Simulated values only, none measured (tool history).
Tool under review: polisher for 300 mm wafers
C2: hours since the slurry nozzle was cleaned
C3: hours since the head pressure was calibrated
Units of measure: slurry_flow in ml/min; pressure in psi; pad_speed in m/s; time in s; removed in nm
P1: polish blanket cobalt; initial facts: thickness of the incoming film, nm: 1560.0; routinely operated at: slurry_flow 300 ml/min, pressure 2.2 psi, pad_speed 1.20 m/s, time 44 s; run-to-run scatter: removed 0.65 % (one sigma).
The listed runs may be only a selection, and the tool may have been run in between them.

{"run": 1, "day": 0.221, "slurry_flow": 300, "pressure": 2.2, "pad_speed": 1.2, "time": 44, "wafers polished on this pad": 434, "C2": 662.7, "C3": 321.1, "removed": 250.18}
{"run": 2, "day": 0.412, "slurry_flow": 300, "pressure": 2.2, "pad_speed": 1.2, "time": 44, "wafers polished on this pad": 493, "C2": 667.3, "C3": 325.7, "removed": 254.75}
{"run": 3, "day": 0.675, "slurry_flow": 300, "pressure": 2.2, "pad_speed": 1.2, "time": 44, "wafers polished on this pad": 575, "C2": 673.6, "C3": 332.0, "removed": 254.29}
{"day": 0.733, "done": "slurry nozzle cleaned"}
{"run": 4, "day": 0.971, "slurry_flow": 390, "pressure": 2.2, "pad_speed": 1.2, "time": 44, "wafers polished on this pad": 666, "C2": 5.8, "C3": 339.1, "removed": 259.66}
{"run": 5, "day": 1.262, "slurry_flow": 180, "pressure": 2.2, "pad_speed": 1.2, "time": 44, "wafers polished on this pad": 757, "C2": 12.8, "C3": 346.1, "removed": 237.99}
{"run": 6, "day": 1.412, "slurry_flow": 300, "pressure": 2.2, "pad_speed": 1.2, "time": 62, "wafers polished on this pad": 803, "C2": 16.4, "C3": 349.7, "removed": 359.57}
{"run": 7, "day": 1.675, "slurry_flow": 300, "pressure": 2.2, "pad_speed": 1.52, "time": 44, "wafers polished on this pad": 884, "C2": 22.7, "C3": 356.0, "removed": 320.5}
{"day": 1.733, "done": "worn pad replaced by a new one"}
{"run": 8, "day": 1.825, "slurry_flow": 180, "pressure": 2.2, "pad_speed": 0.54, "time": 44, "wafers polished on this pad": 28, "C2": 26.3, "C3": 359.6, "removed": 107.86}
{"run": 9, "day": 2.117, "slurry_flow": 300, "pressure": 2.2, "pad_speed": 1.2, "time": 20, "wafers polished on this pad": 118, "C2": 33.3, "C3": 366.6, "removed": 114.02}
{"run": 10, "day": 2.275, "slurry_flow": 300, "pressure": 2.2, "pad_speed": 1.2, "time": 44, "wafers polished on this pad": 167, "C2": 37.1, "C3": 370.4, "removed": 250.19}
{"run": 11, "day": 2.562, "slurry_flow": 300, "pressure": 2.2, "pad_speed": 1.2, "time": 44, "wafers polished on this pad": 256, "C2": 44.0, "C3": 377.3, "removed": 253.59}
{"run": 12, "day": 2.821, "slurry_flow": 390, "pressure": 2.2, "pad_speed": 1.2, "time": 31, "wafers polished on this pad": 336, "C2": 50.2, "C3": 383.5, "removed": 182.92}
{"run": 13, "day": 2.971, "slurry_flow": 300, "pressure": 2.2, "pad_speed": 1.2, "time": 44, "wafers polished on this pad": 383, "C2": 53.8, "C3": 387.1, "removed": 252.72}
{"run": 14, "day": 3.104, "slurry_flow": 300, "pressure": 1.1, "pad_speed": 1.2, "time": 44, "wafers polished on this pad": 424, "C2": 57.0, "C3": 390.3, "removed": 127.33}
{"run": 15, "day": 3.246, "slurry_flow": 300, "pressure": 2.2, "pad_speed": 1.2, "time": 44, "wafers polished on this pad": 468, "C2": 60.4, "C3": 393.7, "removed": 250.28}
{"run": 16, "day": 3.525, "slurry_flow": 300, "pressure": 3.2, "pad_speed": 1.2, "time": 44, "wafers polished on this pad": 554, "C2": 67.1, "C3": 400.4, "removed": 368.96}
{"run": 17, "day": 3.779, "slurry_flow": 300, "pressure": 2.2, "pad_speed": 0.68, "time": 44, "wafers polished on this pad": 633, "C2": 73.2, "C3": 406.5, "removed": 142.07}
{"run": 18, "day": 3.929, "slurry_flow": 300, "pressure": 2.2, "pad_speed": 1.2, "time": 44, "wafers polished on this pad": 679, "C2": 76.8, "C3": 410.1, "removed": 253.0}
{"run": 19, "day": 4.112, "slurry_flow": 300, "pressure": 2.2, "pad_speed": 1.2, "time": 44, "wafers polished on this pad": 736, "C2": 81.2, "C3": 414.5, "removed": 249.31}
{"run": 20, "day": 4.404, "slurry_flow": 300, "pressure": 2.2, "pad_speed": 1.2, "time": 44, "wafers polished on this pad": 826, "C2": 88.2, "C3": 421.5, "removed": 247.65}
{"day": 4.508, "done": "worn pad replaced by a new one"}
{"run": 21, "day": 4.692, "slurry_flow": 300, "pressure": 2.2, "pad_speed": 1.2, "time": 44, "wafers polished on this pad": 57, "C2": 95.1, "C3": 428.4, "removed": 241.99}
{"run": 22, "day": 4.908, "slurry_flow": 300, "pressure": 2.2, "pad_speed": 1.2, "time": 44, "wafers polished on this pad": 124, "C2": 100.3, "C3": 433.6, "removed": 239.09}
{"run": 23, "day": 5.208, "slurry_flow": 300, "pressure": 2.2, "pad_speed": 1.2, "time": 44, "wafers polished on this pad": 217, "C2": 107.5, "C3": 440.8, "removed": 240.2}
{"run": 24, "day": 5.338, "slurry_flow": 300, "pressure": 2.2, "pad_speed": 1.2, "time": 44, "wafers polished on this pad": 257, "C2": 110.6, "C3": 443.9, "removed": 238.59}

Compared with where it was, what P1 gives has crept away. Each cause listed below fits the log as well as the rest, at the size given for it:
A: slurry flow missing at the pad, % = 34.9
B: head's pressure below its setpoint, % = 4.65
The gradual shift began around day 3.929.
All other causes, with the reason each is excluded:
removal rate lost through wear of the pad, %: was serviced at day 4.508, once the creep was under way, yet the earlier output never came back

Of the 4 check runs below, each run on 5 wafers with the results averaged and each result still a question mark, which one would tell the listed causes apart?
{"run": "check 1", "day": 5.467, "slurry_flow": 300, "pressure": 2.8, "pad_speed": 1.2, "time": 44, "removed": "?"}
{"run": "check 2", "day": 5.467, "slurry_flow": 190, "pressure": 2.2, "pad_speed": 1.2, "time": 53, "removed": "?"}
{"run": "check 3", "day": 5.467, "slurry_flow": 300, "pressure": 2.2, "pad_speed": 1.46, "time": 34, "removed": "?"}
{"run": "check 4", "day": 5.467, "slurry_flow": 300, "pressure": 1.4, "pad_speed": 1.2, "time": 44, "removed": "?"}

What each check would give under each cause:
check=check_1 result=removed if_A=307.13 if_B=307.16
check=check_2 result=removed if_A=269.15 if_B=276.12
check=check_3 result=removed if_A=226.88 if_B=226.89
check=check_4 result=removed if_A=153.57 if_B=153.58
Separation of the two closest causes in each check, using whichever result separates them best: check 1 0.01 %; check 2 2.56 %; check 3 0.01 %; check 4 0.01 %
Check 2 is the one run that separates the causes; every other check would come out nearly the same whichever cause is at work.

Then check 2 was run and gave: removed 269.46 nm. Which cause is it?

The cause is A: slurry flow missing at the pad, %.
